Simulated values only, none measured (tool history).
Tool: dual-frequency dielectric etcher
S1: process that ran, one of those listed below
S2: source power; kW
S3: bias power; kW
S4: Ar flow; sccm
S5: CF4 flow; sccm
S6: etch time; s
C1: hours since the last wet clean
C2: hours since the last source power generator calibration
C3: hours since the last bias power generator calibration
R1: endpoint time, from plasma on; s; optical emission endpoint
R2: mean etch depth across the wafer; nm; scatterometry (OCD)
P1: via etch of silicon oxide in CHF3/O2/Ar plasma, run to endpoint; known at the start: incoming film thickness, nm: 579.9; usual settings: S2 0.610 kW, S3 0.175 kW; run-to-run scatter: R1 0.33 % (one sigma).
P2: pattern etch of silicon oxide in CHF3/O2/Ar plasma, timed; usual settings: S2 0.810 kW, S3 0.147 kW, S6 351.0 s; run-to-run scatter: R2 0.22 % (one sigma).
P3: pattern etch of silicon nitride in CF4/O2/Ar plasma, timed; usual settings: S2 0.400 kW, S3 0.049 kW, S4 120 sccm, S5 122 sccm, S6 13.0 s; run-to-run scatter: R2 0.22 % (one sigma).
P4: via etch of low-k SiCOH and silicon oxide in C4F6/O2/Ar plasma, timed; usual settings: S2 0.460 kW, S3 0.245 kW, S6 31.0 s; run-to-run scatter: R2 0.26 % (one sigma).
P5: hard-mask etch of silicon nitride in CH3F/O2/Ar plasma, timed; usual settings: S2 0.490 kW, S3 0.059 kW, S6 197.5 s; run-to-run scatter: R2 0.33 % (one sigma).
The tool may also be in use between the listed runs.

run 1 hour=17.6 | S1=P1 S2=0.610 S3=0.175 | C1=314.3 C2=1552.9 C3=767.1 | R1=290.31
run 2 hour=29.4 | S1=P3 S2=0.400 S3=0.049 S4=120 S5=122 S6=13.0 | C1=326.1 C2=1564.7 C3=778.9 | R2=20.209
run 3 hour=44.7 | S1=P3 S2=0.400 S3=0.036 S4=120 S5=122 S6=13.0 | C1=341.4 C2=1580.0 C3=794.2 | R2=18.063
-- hour=48.1 source power generator calibrated
run 4 hour=62.5 | S1=P1 S2=0.610 S3=0.175 | C1=359.2 C2=14.5 C3=812.0 | R1=288.28
run 5 hour=75.6 | S1=P3 S2=0.400 S3=0.049 S4=120 S5=122 S6=13.0 | C1=372.3 C2=27.6 C3=825.1 | R2=20.254
run 6 hour=84.8 | S1=P5 S2=0.690 S3=0.059 S6=197.5 | C1=381.5 C2=36.8 C3=834.3 | R2=161.300
run 7 hour=93.5 | S1=P5 S2=0.490 S3=0.059 S6=197.5 | C1=390.2 C2=45.5 C3=843.0 | R2=141.550
run 8 hour=104.7 | S1=P1 S2=0.610 S3=0.175 | C1=401.4 C2=56.7 C3=854.2 | R1=290.08
run 9 hour=115.6 | S1=P1 S2=0.790 S3=0.175 | C1=412.3 C2=67.6 C3=865.1 | R1=263.22
run 10 hour=128.3 | S1=P3 S2=0.510 S3=0.049 S4=120 S5=122 S6=13.0 | C1=425.0 C2=80.3 C3=877.8 | R2=24.868
run 11 hour=141.5 | S1=P5 S2=0.490 S3=0.083 S6=197.5 | C1=438.2 C2=93.5 C3=891.0 | R2=158.950
run 12 hour=156.8 | S1=P1 S2=0.610 S3=0.248 | C1=453.5 C2=108.8 C3=906.3 | R1=257.12
run 13 hour=170.0 | S1=P2 S2=0.810 S3=0.147 S6=351.0 | C1=466.7 C2=122.0 C3=919.5 | R2=718.120
run 14 hour=188.4 | S1=P4 S2=0.460 S3=0.245 S6=31.0 | C1=485.1 C2=140.4 C3=937.9 | R2=85.205
run 15 hour=197.1 | S1=P1 S2=0.610 S3=0.112 | C1=493.8 C2=149.1 C3=946.6 | R1=332.66
run 16 hour=214.7 | S1=P3 S2=0.400 S3=0.049 S4=120 S5=122 S6=16.0 | C1=511.4 C2=166.7 C3=964.2 | R2=24.937
run 17 hour=231.6 | S1=P2 S2=0.810 S3=0.104 S6=351.0 | C1=528.3 C2=183.6 C3=981.1 | R2=646.090
run 18 hour=244.0 | S1=P1 S2=0.840 S3=0.212 | C1=540.7 C2=196.0 C3=993.5 | R1=240.37
run 19 hour=258.7 | S1=P1 S2=0.610 S3=0.175 | C1=555.4 C2=210.7 C3=1008.2 | R1=291.55
run 20 hour=273.4 | S1=P4 S2=0.260 S3=0.245 S6=31.0 | C1=570.1 C2=225.4 C3=1022.9 | R2=68.391
run 21 hour=289.1 | S1=P2 S2=0.810 S3=0.147 S6=495.5 | C1=585.8 C2=241.1 C3=1038.6 | R2=1011.800
run 22 hour=306.3 | S1=P5 S2=0.490 S3=0.059 S6=152.5 | C1=603.0 C2=258.3 C3=1055.8 | R2=109.030
run 23 hour=314.4 | S1=P4 S2=0.460 S3=0.151 S6=31.0 | C1=611.1 C2=266.4 C3=1063.9 | R2=72.715
run 24 hour=326.0 | S1=P3 S2=0.400 S3=0.049 S4=120 S5=155 S6=13.0 | C1=622.7 C2=278.0 C3=1075.5 | R2=20.796
run 25 hour=336.3 | S1=P1 S2=0.610 S3=0.175 | C1=633.0 C2=288.3 C3=1085.8 | R1=290.82
run 26 hour=344.4 | S1=P3 S2=0.400 S3=0.049 S4=162 S5=122 S6=13.0 | C1=641.1 C2=296.4 C3=1093.9 | R2=19.523
run 27 hour=358.6 | S1=P1 S2=0.420 S3=0.175 | C1=655.3 C2=310.6 C3=1108.1 | R1=334.30
run 28 hour=373.8 | S1=P4 S2=0.460 S3=0.245 S6=41.0 | C1=670.5 C2=325.8 C3=1123.3 | R2=112.140
run 29 hour=382.2 | S1=P1 S2=0.610 S3=0.175 | C1=678.9 C2=334.2 C3=1131.7 | R1=291.34
run 30 hour=396.0 | S1=P2 S2=0.510 S3=0.147 S6=351.0 | C1=692.7 C2=348.0 C3=1145.5 | R2=599.770
run 31 hour=413.4 | S1=P1 S2=0.610 S3=0.175 | C1=710.1 C2=365.4 C3=1162.9 | R1=290.28
run 32 hour=427.0 | S1=P1 S2=0.610 S3=0.175 | C1=723.7 C2=379.0 C3=1176.5 | R1=291.57
run 33 hour=441.9 | S1=P1 S2=0.610 S3=0.175 | C1=738.6 C2=393.9 C3=1191.4 | R1=295.39
run 34 hour=457.1 | S1=P1 S2=0.610 S3=0.175 | C1=753.8 C2=409.1 C3=1206.6 | R1=293.48
run 35 hour=470.6 | S1=P1 S2=0.610 S3=0.175 | C1=767.3 C2=422.6 C3=1220.1 | R1=295.09
-- hour=481.9 wet clean of the chamber
run 36 hour=483.1 | S1=P1 S2=0.610 S3=0.175 | C1=1.3 C2=435.1 C3=1232.6 | R1=295.42
run 37 hour=499.3 | S1=P1 S2=0.610 S3=0.175 | C1=17.5 C2=451.3 C3=1248.8 | R1=294.28
run 38 hour=508.9 | S1=P1 S2=0.610 S3=0.175 | C1=27.1 C2=460.9 C3=1258.4 | R1=296.14
run 39 hour=524.8 | S1=P1 S2=0.610 S3=0.175 | C1=43.0 C2=476.8 C3=1274.3 | R1=293.76

What P1 gives has crept away from where it was. These 2 causes fit the log equally well, each at the size given:
A: bias power that arrives under what is set, % = 4.9
B: source power that arrives under what is set, % = 4.26
The creep began at about hour 413.4.
Why every other cause is out:
chamber walls in a state that lowers the etch rate, %: serviced at hour 481.9, which brought nothing back

4 check runs are offered, one wafer each, their results left as question marks. Which one tells the causes apart?
run check 1 hour=540.7 | S1=P4 S2=0.270 S3=0.153 S6=31.0 | R2=?
run check 2 hour=540.7 | S1=P5 S2=0.680 S3=0.081 S6=197.5 | R2=?
run check 3 hour=540.7 | S1=P2 S2=0.600 S3=0.124 S6=351.0 | R2=?
run check 4 hour=540.7 | S1=P3 S2=0.400 S3=0.036 S4=120 S5=122 S6=13.0 | R2=?

What each check would give under each cause:
check=check_1 result=R2 if_A=58.445 if_B=58.370
check=check_2 result=R2 if_A=175.250 if_B=175.300
check=check_3 result=R2 if_A=595.040 if_B=594.110
check=check_4 result=R2 if_A=17.785 if_B=17.423
How far apart the two closest causes lie, in the result that separates them most: check 1 0.13 %; check 2 0.03 %; check 3 0.16 %; check 4 2.06 %
Only check 4 tells the causes apart: in the others they would give nearly the same result.

Then check 4 was run and gave: R2 17.767 nm. Which cause is it?

It is A: bias power that arrives under what is set, %.
